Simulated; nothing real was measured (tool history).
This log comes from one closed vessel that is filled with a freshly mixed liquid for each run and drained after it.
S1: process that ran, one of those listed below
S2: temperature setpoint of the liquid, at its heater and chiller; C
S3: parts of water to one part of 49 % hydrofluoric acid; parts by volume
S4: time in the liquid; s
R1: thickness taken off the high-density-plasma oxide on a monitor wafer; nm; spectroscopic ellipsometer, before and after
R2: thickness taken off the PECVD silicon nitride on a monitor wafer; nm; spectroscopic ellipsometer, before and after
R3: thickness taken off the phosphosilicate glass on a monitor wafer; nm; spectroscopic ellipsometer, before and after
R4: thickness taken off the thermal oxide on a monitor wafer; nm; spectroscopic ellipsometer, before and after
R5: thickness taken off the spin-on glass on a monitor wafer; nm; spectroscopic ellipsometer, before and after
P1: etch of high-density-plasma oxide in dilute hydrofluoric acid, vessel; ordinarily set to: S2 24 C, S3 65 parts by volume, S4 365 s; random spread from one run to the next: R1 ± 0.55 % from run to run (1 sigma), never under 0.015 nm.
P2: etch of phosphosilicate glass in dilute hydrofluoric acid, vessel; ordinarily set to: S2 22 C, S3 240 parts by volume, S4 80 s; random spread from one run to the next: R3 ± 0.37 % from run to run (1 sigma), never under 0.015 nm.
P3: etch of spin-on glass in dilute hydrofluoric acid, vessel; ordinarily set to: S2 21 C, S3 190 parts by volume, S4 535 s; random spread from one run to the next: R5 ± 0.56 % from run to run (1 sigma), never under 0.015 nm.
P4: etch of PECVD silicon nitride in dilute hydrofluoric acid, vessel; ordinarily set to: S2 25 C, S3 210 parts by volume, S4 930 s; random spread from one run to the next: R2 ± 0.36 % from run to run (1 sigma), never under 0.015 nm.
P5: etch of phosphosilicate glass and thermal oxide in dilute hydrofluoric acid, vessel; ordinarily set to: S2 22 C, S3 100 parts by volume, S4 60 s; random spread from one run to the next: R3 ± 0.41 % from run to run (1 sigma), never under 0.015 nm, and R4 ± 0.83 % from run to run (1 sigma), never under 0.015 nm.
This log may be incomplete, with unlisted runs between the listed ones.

{"run": 1, "hour": 3.9, "S1": "P1", "S2": 24, "S3": 65, "S4": 365, "R1": 32.616}
{"run": 2, "hour": 7.4, "S1": "P4", "S2": 25, "S3": 210, "S4": 1520, "R2": 20.99}
{"run": 3, "hour": 11.4, "S1": "P4", "S2": 25, "S3": 210, "S4": 930, "R2": 12.855}
{"run": 4, "hour": 16.1, "S1": "P5", "S2": 22, "S3": 100, "S4": 60, "R3": 48.371, "R4": 2.6541}
{"run": 5, "hour": 20.0, "S1": "P1", "S2": 24, "S3": 65, "S4": 365, "R1": 32.003}
{"run": 6, "hour": 22.9, "S1": "P3", "S2": 17, "S3": 190, "S4": 535, "R5": 46.323}
{"run": 7, "hour": 27.4, "S1": "P2", "S2": 22, "S3": 60, "S4": 80, "R3": 149.86}
{"run": 8, "hour": 30.8, "S1": "P5", "S2": 28.5, "S3": 100, "S4": 60, "R3": 62.301, "R4": 3.4702}
{"run": 9, "hour": 35.6, "S1": "P1", "S2": 24, "S3": 65, "S4": 585, "R1": 51.662}
{"run": 10, "hour": 39.9, "S1": "P4", "S2": 28.5, "S3": 210, "S4": 930, "R2": 15.899}
{"run": 11, "hour": 43.7, "S1": "P1", "S2": 31.5, "S3": 65, "S4": 535, "R1": 62.425}
{"run": 12, "hour": 46.7, "S1": "P1", "S2": 31.5, "S3": 65, "S4": 365, "R1": 43.182}
{"hour": 47.9, "done": "thermometer replaced"}
{"run": 13, "hour": 50.3, "S1": "P3", "S2": 21, "S3": 265, "S4": 535, "R5": 36.314}
{"run": 14, "hour": 53.6, "S1": "P2", "S2": 22, "S3": 240, "S4": 125, "R3": 48.109}
{"run": 15, "hour": 59.1, "S1": "P1", "S2": 17, "S3": 65, "S4": 595, "R1": 38.948}
{"run": 16, "hour": 64.0, "S1": "P3", "S2": 21, "S3": 190, "S4": 535, "R5": 54.601}
{"run": 17, "hour": 69.0, "S1": "P1", "S2": 24, "S3": 65, "S4": 55, "R1": 4.8085}
{"run": 18, "hour": 72.8, "S1": "P1", "S2": 24, "S3": 65, "S4": 365, "R1": 32.025}
{"run": 19, "hour": 75.3, "S1": "P5", "S2": 22, "S3": 20, "S4": 60, "R3": 270.03, "R4": 15.031}
{"run": 20, "hour": 80.3, "S1": "P3", "S2": 21, "S3": 190, "S4": 1010, "R5": 103.69}
{"run": 21, "hour": 83.9, "S1": "P2", "S2": 17, "S3": 240, "S4": 80, "R3": 25.496}
{"run": 22, "hour": 88.1, "S1": "P3", "S2": 21, "S3": 190, "S4": 535, "R5": 54.116}
{"run": 23, "hour": 93.1, "S1": "P1", "S2": 24, "S3": 35, "S4": 365, "R1": 63.054}
{"run": 24, "hour": 97.9, "S1": "P1", "S2": 24, "S3": 65, "S4": 365, "R1": 32.407}
{"run": 25, "hour": 102.8, "S1": "P2", "S2": 22, "S3": 240, "S4": 80, "R3": 30.747}
{"run": 26, "hour": 105.4, "S1": "P5", "S2": 22, "S3": 100, "S4": 60, "R3": 48.72, "R4": 2.6974}
{"run": 27, "hour": 108.2, "S1": "P5", "S2": 22, "S3": 100, "S4": 105, "R3": 84.791, "R4": 4.7104}
{"run": 28, "hour": 111.9, "S1": "P4", "S2": 25, "S3": 295, "S4": 930, "R2": 9.1559}
{"run": 29, "hour": 115.3, "S1": "P1", "S2": 24, "S3": 90, "S4": 365, "R1": 22.318}
{"run": 30, "hour": 118.7, "S1": "P1", "S2": 19, "S3": 65, "S4": 365, "R1": 25.855}
{"run": 31, "hour": 122.6, "S1": "P1", "S2": 24, "S3": 65, "S4": 365, "R1": 32.014}
{"run": 32, "hour": 126.3, "S1": "P1", "S2": 24, "S3": 65, "S4": 365, "R1": 32.11}
{"run": 33, "hour": 129.4, "S1": "P1", "S2": 24, "S3": 65, "S4": 365, "R1": 32.281}
{"run": 34, "hour": 133.5, "S1": "P1", "S2": 24, "S3": 65, "S4": 365, "R1": 33.224}
{"run": 35, "hour": 138.5, "S1": "P1", "S2": 24, "S3": 65, "S4": 365, "R1": 34.222}
{"run": 36, "hour": 142.7, "S1": "P1", "S2": 24, "S3": 65, "S4": 365, "R1": 34.508}
{"run": 37, "hour": 147.3, "S1": "P1", "S2": 24, "S3": 65, "S4": 365, "R1": 34.915}

What does the tool deliver on the next run?
{"run": 38, "hour": 151.7, "S1": "P1", "S2": 24, "S3": 65, "S4": 365, "R1": "?"}

Run 38 yielded R1 35.209 nm.

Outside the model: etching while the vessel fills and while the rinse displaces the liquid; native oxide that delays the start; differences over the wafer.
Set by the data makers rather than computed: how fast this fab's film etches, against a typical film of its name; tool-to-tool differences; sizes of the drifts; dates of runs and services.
